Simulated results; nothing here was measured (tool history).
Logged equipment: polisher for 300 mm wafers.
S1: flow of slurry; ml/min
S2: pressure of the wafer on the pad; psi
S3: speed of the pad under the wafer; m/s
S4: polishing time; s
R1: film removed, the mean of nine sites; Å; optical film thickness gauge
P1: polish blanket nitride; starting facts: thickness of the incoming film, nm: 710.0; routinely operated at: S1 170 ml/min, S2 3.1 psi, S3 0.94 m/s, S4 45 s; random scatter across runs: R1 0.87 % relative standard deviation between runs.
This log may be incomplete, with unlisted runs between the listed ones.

run,day,S1,S2,S3,S4,R1
1,0.204,170,3.1,0.94,45,782.63
2,0.338,170,3.1,0.94,70,1225.00
3,0.567,100,3.1,0.94,45,691.45
4,0.788,170,1.8,0.94,45,449.93
5,1.017,170,3.1,0.94,25,430.52
6,1.225,170,3.1,0.94,45,758.01
7,1.350,170,1.4,0.94,28,216.47
8,1.458,170,4.2,0.56,45,684.19
9,1.567,170,3.1,0.94,45,763.01
10,1.679,170,3.1,1.22,45,962.25
11,1.833,170,4.5,0.94,45,1112.80
12,2.038,170,3.1,0.94,45,772.22
13,2.225,170,3.1,0.94,45,774.54
14,2.338,240,3.1,0.94,45,807.18
15,2.508,170,3.1,0.94,45,779.48
16,2.696,170,3.1,0.42,45,412.51
17,2.842,170,3.1,0.94,45,780.03
18,2.958,170,3.1,0.72,22,305.12
19,3.183,170,3.1,0.94,45,784.95
20,3.392,170,3.1,0.94,45,759.33
21,3.633,170,3.1,0.94,45,737.57
22,3.767,170,3.1,0.94,45,719.84
# day 3.971: head pressure recalibrated
23,4.000,170,3.1,0.94,45,717.99
24,4.121,170,3.1,0.94,45,722.60

Expected results for the next run?
25,4.354,170,3.1,0.94,45,?

R1: 715.13 Å
